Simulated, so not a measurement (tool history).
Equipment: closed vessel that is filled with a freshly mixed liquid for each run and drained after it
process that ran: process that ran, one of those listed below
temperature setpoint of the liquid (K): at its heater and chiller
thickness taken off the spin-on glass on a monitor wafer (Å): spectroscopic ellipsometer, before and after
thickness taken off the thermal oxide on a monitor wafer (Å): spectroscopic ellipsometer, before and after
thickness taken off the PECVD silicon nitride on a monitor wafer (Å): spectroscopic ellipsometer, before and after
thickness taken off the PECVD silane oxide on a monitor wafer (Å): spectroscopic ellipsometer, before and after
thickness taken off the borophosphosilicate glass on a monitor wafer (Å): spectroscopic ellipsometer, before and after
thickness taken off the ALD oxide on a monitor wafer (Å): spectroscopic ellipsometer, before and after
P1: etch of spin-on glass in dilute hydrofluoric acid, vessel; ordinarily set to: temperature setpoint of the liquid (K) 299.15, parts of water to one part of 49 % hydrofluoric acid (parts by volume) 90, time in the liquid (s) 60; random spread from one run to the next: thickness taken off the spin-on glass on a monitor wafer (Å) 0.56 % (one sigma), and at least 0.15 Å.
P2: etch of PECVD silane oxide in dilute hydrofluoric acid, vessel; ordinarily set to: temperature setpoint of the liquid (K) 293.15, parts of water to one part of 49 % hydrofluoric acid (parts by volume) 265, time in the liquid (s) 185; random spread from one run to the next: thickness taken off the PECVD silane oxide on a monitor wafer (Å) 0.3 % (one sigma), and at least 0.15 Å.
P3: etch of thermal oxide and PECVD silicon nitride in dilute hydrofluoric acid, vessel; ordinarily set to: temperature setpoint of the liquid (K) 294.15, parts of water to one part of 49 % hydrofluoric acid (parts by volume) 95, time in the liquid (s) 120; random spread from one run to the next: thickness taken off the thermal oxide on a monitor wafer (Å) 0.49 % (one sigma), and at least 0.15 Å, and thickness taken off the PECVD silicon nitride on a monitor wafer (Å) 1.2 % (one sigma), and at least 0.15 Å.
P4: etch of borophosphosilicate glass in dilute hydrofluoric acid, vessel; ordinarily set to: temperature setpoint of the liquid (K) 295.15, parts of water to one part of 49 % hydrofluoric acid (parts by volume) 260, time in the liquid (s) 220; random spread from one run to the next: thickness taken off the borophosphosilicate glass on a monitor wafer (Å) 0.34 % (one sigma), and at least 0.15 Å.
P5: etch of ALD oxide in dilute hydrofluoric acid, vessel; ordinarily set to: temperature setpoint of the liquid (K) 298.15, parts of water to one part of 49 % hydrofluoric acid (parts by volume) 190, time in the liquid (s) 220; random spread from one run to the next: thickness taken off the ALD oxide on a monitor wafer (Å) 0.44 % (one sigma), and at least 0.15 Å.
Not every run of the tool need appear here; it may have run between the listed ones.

| run | hour | process that ran | temperature setpoint of the liquid (K) | parts of water to one part of 49 % hydrofluoric acid (parts by volume) | time in the liquid (s) | hours since the thermometer was replaced | hours since the hydrofluoric acid flow meter was replaced | thickness taken off the spin-on glass on a monitor wafer (Å) | thickness taken off the thermal oxide on a monitor wafer (Å) | thickness taken off the PECVD silicon nitride on a monitor wafer (Å) | thickness taken off the PECVD silane oxide on a monitor wafer (Å) | thickness taken off the borophosphosilicate glass on a monitor wafer (Å) | thickness taken off the ALD oxide on a monitor wafer (Å) |
|---|---|---|---|---|---|---|---|---|---|---|---|---|---|
| 1 | 13.9 | P1 | 299.15 | 90 | 60 | 1192.6 | 464.5 | 287.12 |  |  |  |  |  |
| 2 | 22.5 | P3 | 290.15 | 95 | 120 | 1201.2 | 473.1 |  | 50.364 | 17.595 |  |  |  |
| 3 | 30.4 | P1 | 299.15 | 90 | 60 | 1209.1 | 481 | 283.67 |  |  |  |  |  |
| 4 | 45.5 | P1 | 299.15 | 25 | 60 | 1224.2 | 496.1 | 1119.1 |  |  |  |  |  |
| 5 | 55.6 | P1 | 299.15 | 155 | 90 | 1234.3 | 506.2 | 229.94 |  |  |  |  |  |
| 6 | 62.4 | P2 | 293.15 | 100 | 185 | 1241.1 | 513 |  |  |  | 625.72 |  |  |
| 7 | 75 | P1 | 299.15 | 90 | 60 | 1253.7 | 525.6 | 285.73 |  |  |  |  |  |
| 8 | 87.2 | P1 | 299.15 | 130 | 60 | 1265.9 | 537.8 | 188.64 |  |  |  |  |  |
| 9 | 97.6 | P1 | 306.65 | 90 | 60 | 1276.3 | 548.2 | 378.52 |  |  |  |  |  |
| 10 | 107.9 | P4 | 290.15 | 260 | 220 | 1286.6 | 558.5 |  |  |  |  | 141.64 |  |
| 11 | 123.6 | P5 | 298.15 | 190 | 220 | 1302.3 | 574.2 |  |  |  |  |  | 122.21 |
| 12 | 131.8 | P2 | 290.15 | 265 | 185 | 1310.5 | 582.4 |  |  |  | 176.87 |  |  |
| 13 | 146.4 | P5 | 298.15 | 90 | 220 | 1325.1 | 597 |  |  |  |  |  | 288.37 |
| 14 | 161.1 | P4 | 295.15 | 260 | 415 | 1339.8 | 611.7 |  |  |  |  | 322.19 |  |
| 15 | 176.4 | P1 | 299.15 | 90 | 60 | 1355.1 | 627 | 282.08 |  |  |  |  |  |
| 16 | 188.6 | P4 | 295.15 | 260 | 220 | 1367.3 | 639.2 |  |  |  |  | 171.25 |  |
| 17 | 200.2 | P1 | 299.15 | 90 | 85 | 1378.9 | 650.8 | 407.6 |  |  |  |  |  |
| 18 | 209.3 | P1 | 294.65 | 90 | 60 | 1388 | 659.9 | 236.92 |  |  |  |  |  |
| 19 | 217.9 | P2 | 293.15 | 265 | 185 | 1396.6 | 668.5 |  |  |  | 200.17 |  |  |
| 20 | 228.2 | P1 | 303.65 | 90 | 105 | 1406.9 | 678.8 | 590.6 |  |  |  |  |  |
| 21 | 240.9 | P5 | 298.15 | 190 | 420 | 1419.6 | 691.5 |  |  |  |  |  | 233.47 |
| 22 | 255.1 | P5 | 298.15 | 190 | 220 | 1433.8 | 705.7 |  |  |  |  |  | 122.57 |
| 23 | 268.7 | P1 | 299.15 | 90 | 30 | 1447.4 | 719.3 | 142.38 |  |  |  |  |  |
| 24 | 279.9 | P3 | 294.15 | 95 | 120 | 1458.6 | 730.5 |  | 59.56 | 23.273 |  |  |  |
| 25 | 290.3 | P1 | 299.15 | 90 | 60 | 1469 | 740.9 | 284.43 |  |  |  |  |  |
| 26 | 297.5 | P4 | 295.15 | 90 | 220 | 1476.2 | 748.1 |  |  |  |  | 592.99 |  |
| 27 | 313.2 | P5 | 291.15 | 190 | 220 | 1491.9 | 763.8 |  |  |  |  |  | 93.432 |
| 28 | 322.3 | P1 | 291.65 | 90 | 30 | 1501 | 772.9 | 106.62 |  |  |  |  |  |
| 29 | 334.2 | P2 | 293.15 | 265 | 30 | 1512.9 | 784.8 |  |  |  | 32.397 |  |  |
| 30 | 341.4 | P3 | 294.15 | 95 | 55 | 1520.1 | 792 |  | 27.445 | 10.651 |  |  |  |
| 31 | 354.5 | P4 | 295.15 | 260 | 220 | 1533.2 | 805.1 |  |  |  |  | 172.12 |  |
| 32 | 363.3 | P3 | 294.15 | 40 | 120 | 1542 | 813.9 |  | 150.32 | 53.369 |  |  |  |
| 33 | 370.1 | P1 | 299.15 | 90 | 60 | 1548.8 | 820.7 | 284.22 |  |  |  |  |  |
| 34 | 379.7 | P1 | 299.15 | 90 | 60 | 1558.4 | 830.3 | 290.7 |  |  |  |  |  |
| 35 | 389.8 | P1 | 299.15 | 90 | 60 | 1568.5 | 840.4 | 295.29 |  |  |  |  |  |
| 36 | 398.5 | P1 | 299.15 | 90 | 60 | 1577.2 | 849.1 | 297.42 |  |  |  |  |  |

Expected results for the next run?
| 37 | 408.4 | P1 | 299.15 | 90 | 60 | 1587.1 | 859 | ? |  |  |  |  |  |

Run 37 measured thickness taken off the spin-on glass on a monitor wafer (Å) 298.31.
